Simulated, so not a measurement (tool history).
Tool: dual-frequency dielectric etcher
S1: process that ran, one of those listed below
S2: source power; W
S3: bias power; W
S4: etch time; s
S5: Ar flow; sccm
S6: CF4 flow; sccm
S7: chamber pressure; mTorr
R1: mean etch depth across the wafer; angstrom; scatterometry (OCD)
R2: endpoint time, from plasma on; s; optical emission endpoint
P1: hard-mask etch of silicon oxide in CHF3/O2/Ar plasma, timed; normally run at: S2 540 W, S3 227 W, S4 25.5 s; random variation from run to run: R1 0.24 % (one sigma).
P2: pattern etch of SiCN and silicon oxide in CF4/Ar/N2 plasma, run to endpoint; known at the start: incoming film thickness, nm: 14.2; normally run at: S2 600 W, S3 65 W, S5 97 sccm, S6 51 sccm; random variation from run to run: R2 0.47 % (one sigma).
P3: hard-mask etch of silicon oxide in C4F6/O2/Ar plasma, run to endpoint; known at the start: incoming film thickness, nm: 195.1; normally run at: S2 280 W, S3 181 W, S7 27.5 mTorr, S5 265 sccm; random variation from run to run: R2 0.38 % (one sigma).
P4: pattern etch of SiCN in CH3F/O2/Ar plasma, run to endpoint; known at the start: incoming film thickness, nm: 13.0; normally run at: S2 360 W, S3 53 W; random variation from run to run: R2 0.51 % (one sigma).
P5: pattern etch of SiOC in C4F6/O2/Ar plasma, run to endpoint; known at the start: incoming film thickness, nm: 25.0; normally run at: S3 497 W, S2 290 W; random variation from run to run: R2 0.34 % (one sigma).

Run 1, day 0.154: S1 P1, S2 540 W, S3 227 W, S4 25.5 s. Result: R1 505.18 angstrom.
Run 2, day 0.3: S1 P4, S2 360 W, S3 53 W. Result: R2 42.05 s.
Run 3, day 0.538: S1 P1, S2 540 W, S3 227 W, S4 25.5 s. Result: R1 503.26 angstrom.
Run 4, day 0.817: S1 P5, S2 290 W, S3 497 W. Result: R2 9.4032 s.
Run 5, day 1.067: S1 P2, S2 600 W, S3 65 W, S5 97 sccm, S6 51 sccm. Result: R2 14.238 s.
Run 6, day 1.25: S1 P3, S2 380 W, S3 181 W, S5 265 sccm, S7 27.5 mTorr. Result: R2 60.621 s.
Run 7, day 1.529: S1 P1, S2 540 W, S3 227 W, S4 25.5 s. Result: R1 505.01 angstrom.
Run 8, day 1.717: S1 P4, S2 360 W, S3 72 W. Result: R2 37.91 s.
Run 9, day 1.929: S1 P2, S2 600 W, S3 65 W, S5 97 sccm, S6 61 sccm. Result: R2 13.728 s.
Run 10, day 2.217: S1 P1, S2 540 W, S3 227 W, S4 36.5 s. Result: R1 719.9 angstrom.
Run 11, day 2.412: S1 P5, S2 370 W, S3 497 W. Result: R2 8.5374 s.
Run 12, day 2.558: S1 P5, S2 290 W, S3 497 W. Result: R2 9.4299 s.
Run 13, day 2.692: S1 P3, S2 280 W, S3 233 W, S5 265 sccm, S7 27.5 mTorr. Result: R2 63.164 s.
Run 14, day 2.867: S1 P3, S2 280 W, S3 181 W, S5 265 sccm, S7 27.5 mTorr. Result: R2 68.936 s.
Run 15, day 3.075: S1 P2, S2 600 W, S3 65 W, S5 64 sccm, S6 51 sccm. Result: R2 13.31 s.
At day 3.321: source power generator calibrated.
Run 16, day 3.367: S1 P1, S2 540 W, S3 144 W, S4 25.5 s. Result: R1 432.71 angstrom.
Run 17, day 3.517: S1 P4, S2 230 W, S3 53 W. Result: R2 49.898 s.
Run 18, day 3.796: S1 P1, S2 540 W, S3 227 W, S4 25.5 s. Result: R1 504.38 angstrom.
Run 19, day 3.958: S1 P2, S2 370 W, S3 65 W, S5 97 sccm, S6 51 sccm. Result: R2 21.501 s.
Run 20, day 4.171: S1 P3, S2 280 W, S3 181 W, S5 347 sccm, S7 27.5 mTorr. Result: R2 70.657 s.
Run 21, day 4.425: S1 P1, S2 370 W, S3 227 W, S4 25.5 s. Result: R1 438.9 angstrom.
Run 22, day 4.654: S1 P1, S2 540 W, S3 138 W, S4 19 s. Result: R1 317.28 angstrom.
Run 23, day 4.85: S1 P1, S2 540 W, S3 227 W, S4 25.5 s. Result: R1 504.7 angstrom.
Run 24, day 5.146: S1 P1, S2 540 W, S3 227 W, S4 25.5 s. Result: R1 504.8 angstrom.
Run 25, day 5.342: S1 P2, S2 600 W, S3 82 W, S5 97 sccm, S6 51 sccm. Result: R2 12.943 s.
Run 26, day 5.538: S1 P1, S2 540 W, S3 227 W, S4 14 s. Result: R1 276.53 angstrom.
Run 27, day 5.812: S1 P5, S2 290 W, S3 375 W. Result: R2 10.371 s.
Run 28, day 6.071: S1 P1, S2 720 W, S3 227 W, S4 25.5 s. Result: R1 563.52 angstrom.
Run 29, day 6.333: S1 P3, S2 280 W, S3 181 W, S5 265 sccm, S7 38 mTorr. Result: R2 71.827 s.
Run 30, day 6.554: S1 P1, S2 540 W, S3 317 W, S4 25.5 s. Result: R1 568.94 angstrom.
Run 31, day 6.729: S1 P1, S2 540 W, S3 227 W, S4 25.5 s. Result: R1 506.45 angstrom.
Run 32, day 7.012: S1 P1, S2 540 W, S3 227 W, S4 25.5 s. Result: R1 502.07 angstrom.
Run 33, day 7.258: S1 P1, S2 540 W, S3 227 W, S4 25.5 s. Result: R1 499.98 angstrom.
Run 34, day 7.404: S1 P1, S2 540 W, S3 227 W, S4 25.5 s. Result: R1 497.52 angstrom.
Run 35, day 7.592: S1 P1, S2 540 W, S3 227 W, S4 25.5 s. Result: R1 499.78 angstrom.
At day 7.708: wet clean of the chamber.
Run 36, day 7.833: S1 P1, S2 540 W, S3 227 W, S4 25.5 s. Result: R1 496.69 angstrom.
Run 37, day 7.979: S1 P1, S2 540 W, S3 227 W, S4 25.5 s. Result: R1 496.7 angstrom.
Run 38, day 8.167: S1 P1, S2 540 W, S3 227 W, S4 25.5 s. Result: R1 497.24 angstrom.
Run 39, day 8.358: S1 P1, S2 540 W, S3 227 W, S4 25.5 s. Result: R1 498.6 angstrom.
Run 40, day 8.638: S1 P1, S2 540 W, S3 227 W, S4 25.5 s. Result: R1 498.03 angstrom.
Run 41, day 8.825: S1 P1, S2 540 W, S3 227 W, S4 25.5 s. Result: R1 496.9 angstrom.

What P1 gives has crept away from where it was. These 2 causes fit the log equally well, each at the size given:
A: bias power that arrives under what is set, % = 4.04
B: source power that arrives under what is set, % = 3.79
The creep began at about day 6.729.
Why every other cause is out:
chamber walls in a state that lowers the etch rate, %: serviced at day 7.708, which brought nothing back

4 check runs are offered, each on 3 wafers whose results are averaged, their results left as question marks. Which one tells the causes apart?
Run check 1, day 9.012: S1 P2, S2 600 W, S3 65 W, S5 97 sccm, S6 51 sccm. Result: R2 ?.
Run check 2, day 9.012: S1 P5, S2 290 W, S3 497 W. Result: R2 ?.
Run check 3, day 9.012: S1 P4, S2 360 W, S3 53 W. Result: R2 ?.
Run check 4, day 9.012: S1 P3, S2 280 W, S3 181 W, S5 265 sccm, S7 27.5 mTorr. Result: R2 ?.

What each check would give under each cause:
  check  result    if A    if B
check 1      R2  14.323  14.615
check 2      R2  9.5416  9.5282
check 3      R2  42.626  42.677
check 4      R2  69.678  69.789
How far apart the two closest causes lie, in the result that separates them most: check 1 2.02 %; check 2 0.14 %; check 3 0.12 %; check 4 0.16 %
Check 1 tells the causes apart: in the others they would give nearly the same result.

Then check 1 was run and gave: R2 14.395 s. Which cause is it?

It is A: bias power that arrives under what is set, %.
